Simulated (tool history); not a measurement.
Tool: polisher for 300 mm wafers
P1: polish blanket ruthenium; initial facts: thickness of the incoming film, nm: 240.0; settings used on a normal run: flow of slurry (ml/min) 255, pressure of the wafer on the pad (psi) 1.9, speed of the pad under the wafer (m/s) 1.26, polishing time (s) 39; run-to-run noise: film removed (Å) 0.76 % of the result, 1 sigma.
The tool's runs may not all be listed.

| run | hour | flow of slurry (ml/min) | pressure of the wafer on the pad (psi) | speed of the pad under the wafer (m/s) | polishing time (s) | film removed (Å) |
|---|---|---|---|---|---|---|
| 1 | 8.2 | 255 | 1.9 | 1.26 | 39 | 506.67 |
| 2 | 20.4 | 360 | 1.9 | 1.26 | 39 | 523.2 |
| 3 | 27 | 255 | 1.9 | 1.26 | 39 | 504.03 |
| 4 | 38.3 | 255 | 2.7 | 0.88 | 39 | 496.38 |
| 5 | 50.1 | 255 | 1.9 | 0.58 | 39 | 227.27 |
| 6 | 62.5 | 155 | 1.9 | 1.26 | 39 | 471.91 |
| 7 | 73.4 | 255 | 1.9 | 1.78 | 39 | 714.25 |
| 8 | 85.1 | 255 | 2.4 | 1.26 | 59 | 959.07 |
| 9 | 94.5 | 255 | 1.9 | 1.26 | 39 | 499.87 |
| 10 | 108.7 | 255 | 2.9 | 1.26 | 39 | 762.59 |
| 11 | 122.6 | 255 | 1.9 | 1.26 | 25 | 318.98 |
| 12 | 130.3 | 255 | 1.9 | 1.26 | 39 | 497.28 |
| 13 | 138.5 | 255 | 1.9 | 1.26 | 39 | 503.55 |
| 14 | 148.9 | 255 | 1.9 | 1.26 | 39 | 501.05 |
| 15 | 156.9 | 255 | 1.9 | 1.26 | 39 | 497.69 |
| 16 | 167.8 | 255 | 0.9 | 0.84 | 39 | 159.7 |
| 17 | 182.5 | 255 | 1 | 1.26 | 39 | 260.01 |
| 18 | 191.4 | 255 | 1.9 | 1.26 | 62 | 792.4 |
| 19 | 203.9 | 255 | 1.9 | 1.26 | 39 | 504.02 |
| 20 | 212.6 | 255 | 1.9 | 1.26 | 39 | 497.05 |
| 21 | 225.9 | 255 | 1.9 | 1.26 | 39 | 495.14 |
| 22 | 237.3 | 255 | 1.9 | 1.26 | 39 | 479.78 |
| 23 | 245 | 255 | 1.9 | 1.26 | 39 | 480.31 |
| 24 | 253.5 | 255 | 1.9 | 1.26 | 39 | 479.73 |
|  | 253.9 | head pressure recalibrated |
| 25 | 260.1 | 255 | 1.9 | 1.26 | 39 | 474.7 |

Run 26 is up next; what results do you expect?
| 26 | 271.7 | 255 | 1.9 | 1.26 | 39 | ? |

{"run 26": {"film removed (Å)": 468.71}}
